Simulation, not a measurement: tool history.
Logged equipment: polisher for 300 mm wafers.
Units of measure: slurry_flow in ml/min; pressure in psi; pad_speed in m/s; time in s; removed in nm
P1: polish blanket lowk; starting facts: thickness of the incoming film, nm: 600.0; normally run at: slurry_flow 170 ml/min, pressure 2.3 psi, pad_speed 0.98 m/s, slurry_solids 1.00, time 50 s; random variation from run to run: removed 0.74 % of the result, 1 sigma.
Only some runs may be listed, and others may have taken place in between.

Run 1, hour 5.5: slurry_flow 170 ml/min, pressure 2.3 psi, pad_speed 0.98 m/s, slurry_solids 1.00, time 50 s. Result: removed 22.535 nm.
Run 2, hour 9.5: slurry_flow 100 ml/min, pressure 2.3 psi, pad_speed 0.98 m/s, slurry_solids 1.00, time 50 s. Result: removed 20.374 nm.
Run 3, hour 16.1: slurry_flow 170 ml/min, pressure 2.3 psi, pad_speed 0.98 m/s, slurry_solids 1.00, time 50 s. Result: removed 22.545 nm.
Run 4, hour 23.5: slurry_flow 230 ml/min, pressure 2.3 psi, pad_speed 0.98 m/s, slurry_solids 1.00, time 50 s. Result: removed 23.493 nm.
Run 5, hour 29.2: slurry_flow 110 ml/min, pressure 2.3 psi, pad_speed 1.50 m/s, slurry_solids 1.00, time 50 s. Result: removed 29.217 nm.
Run 6, hour 34.1: slurry_flow 170 ml/min, pressure 2.3 psi, pad_speed 0.98 m/s, slurry_solids 0.60, time 50 s. Result: removed 17.407 nm.
Run 7, hour 42.1: slurry_flow 170 ml/min, pressure 2.3 psi, pad_speed 0.64 m/s, slurry_solids 1.00, time 50 s. Result: removed 15.995 nm.
Run 8, hour 46.7: slurry_flow 170 ml/min, pressure 1.1 psi, pad_speed 0.98 m/s, slurry_solids 1.00, time 50 s. Result: removed 10.758 nm.
Run 9, hour 53.2: slurry_flow 170 ml/min, pressure 2.3 psi, pad_speed 0.98 m/s, slurry_solids 1.00, time 77 s. Result: removed 34.974 nm.
Run 10, hour 61.6: slurry_flow 170 ml/min, pressure 2.3 psi, pad_speed 0.98 m/s, slurry_solids 1.00, time 34 s. Result: removed 15.171 nm.
Run 11, hour 67.6: slurry_flow 170 ml/min, pressure 2.3 psi, pad_speed 0.98 m/s, slurry_solids 1.45, time 50 s. Result: removed 26.254 nm.
Run 12, hour 74.0: slurry_flow 170 ml/min, pressure 3.6 psi, pad_speed 0.98 m/s, slurry_solids 1.00, time 50 s. Result: removed 35.421 nm.
Run 13, hour 80.0: slurry_flow 170 ml/min, pressure 2.3 psi, pad_speed 0.98 m/s, slurry_solids 1.00, time 50 s. Result: removed 22.746 nm.
Run 14, hour 86.1: slurry_flow 170 ml/min, pressure 2.3 psi, pad_speed 0.98 m/s, slurry_solids 1.00, time 50 s. Result: removed 22.689 nm.
Run 15, hour 92.9: slurry_flow 170 ml/min, pressure 2.3 psi, pad_speed 0.98 m/s, slurry_solids 1.00, time 50 s. Result: removed 22.624 nm.
Run 16, hour 96.9: slurry_flow 170 ml/min, pressure 2.3 psi, pad_speed 1.30 m/s, slurry_solids 1.00, time 50 s. Result: removed 28.058 nm.
Run 17, hour 104.0: slurry_flow 170 ml/min, pressure 2.3 psi, pad_speed 0.98 m/s, slurry_solids 1.00, time 50 s. Result: removed 22.679 nm.
Run 18, hour 109.1: slurry_flow 170 ml/min, pressure 2.3 psi, pad_speed 0.98 m/s, slurry_solids 1.00, time 50 s. Result: removed 22.125 nm.
Run 19, hour 116.6: slurry_flow 170 ml/min, pressure 2.3 psi, pad_speed 0.98 m/s, slurry_solids 1.00, time 50 s. Result: removed 21.723 nm.
Run 20, hour 121.8: slurry_flow 170 ml/min, pressure 2.3 psi, pad_speed 0.98 m/s, slurry_solids 1.00, time 50 s. Result: removed 21.248 nm.
Run 21, hour 130.0: slurry_flow 170 ml/min, pressure 2.3 psi, pad_speed 0.98 m/s, slurry_solids 1.00, time 50 s. Result: removed 21.297 nm.
Run 22, hour 137.4: slurry_flow 170 ml/min, pressure 2.3 psi, pad_speed 0.98 m/s, slurry_solids 1.00, time 50 s. Result: removed 21.306 nm.
At hour 142.9: worn pad replaced by a new one.
Run 23, hour 144.9: slurry_flow 170 ml/min, pressure 2.3 psi, pad_speed 0.98 m/s, slurry_solids 1.00, time 50 s. Result: removed 20.978 nm.
At hour 149.2: slurry blender recalibrated.
Run 24, hour 152.4: slurry_flow 170 ml/min, pressure 2.3 psi, pad_speed 0.98 m/s, slurry_solids 1.00, time 50 s. Result: removed 21.029 nm.
At hour 153.9: conditioning disc replaced and pad reconditioned.
Run 25, hour 160.8: slurry_flow 170 ml/min, pressure 2.3 psi, pad_speed 0.98 m/s, slurry_solids 1.00, time 50 s. Result: removed 20.909 nm.
Run 26, hour 164.4: slurry_flow 170 ml/min, pressure 2.3 psi, pad_speed 0.98 m/s, slurry_solids 1.00, time 50 s. Result: removed 20.687 nm.
Run 27, hour 171.4: slurry_flow 170 ml/min, pressure 2.3 psi, pad_speed 0.98 m/s, slurry_solids 1.00, time 50 s. Result: removed 20.579 nm.

P1 has crept away from where it was. The log is fitted equally well by each of these 2 causes, at the sizes shown:
A: slurry flow missing at the pad, % = 36.4
B: head's pressure below its setpoint, % = 8.27
The drift started at roughly hour 104.0.
Why every other cause is out:
removal rate lost through wear of the pad, %: serviced after onset, at hour 142.9, with no recovery of the prior output
abrasive missing from the slurry, %: serviced after onset, at hour 149.2, with no recovery of the prior output
time polished since the conditioner stopped cutting, s: serviced after onset, at hour 153.9, with no recovery of the prior output

Which of the 4 check runs listed below separates the causes, so that each cause would produce a clearly different result? Each run uses one wafer, and its results are marked with question marks.
Run check 1, hour 178.4: slurry_flow 170 ml/min, pressure 2.8 psi, pad_speed 0.98 m/s, slurry_solids 0.65, time 50 s. Result: removed ?.
Run check 2, hour 178.4: slurry_flow 100 ml/min, pressure 2.3 psi, pad_speed 0.98 m/s, slurry_solids 0.70, time 50 s. Result: removed ?.
Run check 3, hour 178.4: slurry_flow 170 ml/min, pressure 3.4 psi, pad_speed 0.98 m/s, slurry_solids 1.00, time 63 s. Result: removed ?.
Run check 4, hour 178.4: slurry_flow 170 ml/min, pressure 2.3 psi, pad_speed 0.98 m/s, slurry_solids 0.60, time 63 s. Result: removed ?.

If the cause were each of the candidates in turn, the checks would give the following:
  check   result    if A    if B
check 1  removed  20.300  20.305
check 2  removed  14.847  15.638
check 3  removed  38.662  38.670
check 4  removed  20.071  20.075
Minimum pairwise separation of causes per check, each pair taken at its best-separating result: check 1 0.02 %; check 2 5.19 %; check 3 0.02 %; check 4 0.02 %
Check 2 is the one run that separates the causes; every other check would come out nearly the same whichever cause is at work.

Check 2 has now been run. It gave: removed 14.959 nm. Which of the candidate causes is it?

The correct cause is A, namely: slurry flow missing at the pad, %.

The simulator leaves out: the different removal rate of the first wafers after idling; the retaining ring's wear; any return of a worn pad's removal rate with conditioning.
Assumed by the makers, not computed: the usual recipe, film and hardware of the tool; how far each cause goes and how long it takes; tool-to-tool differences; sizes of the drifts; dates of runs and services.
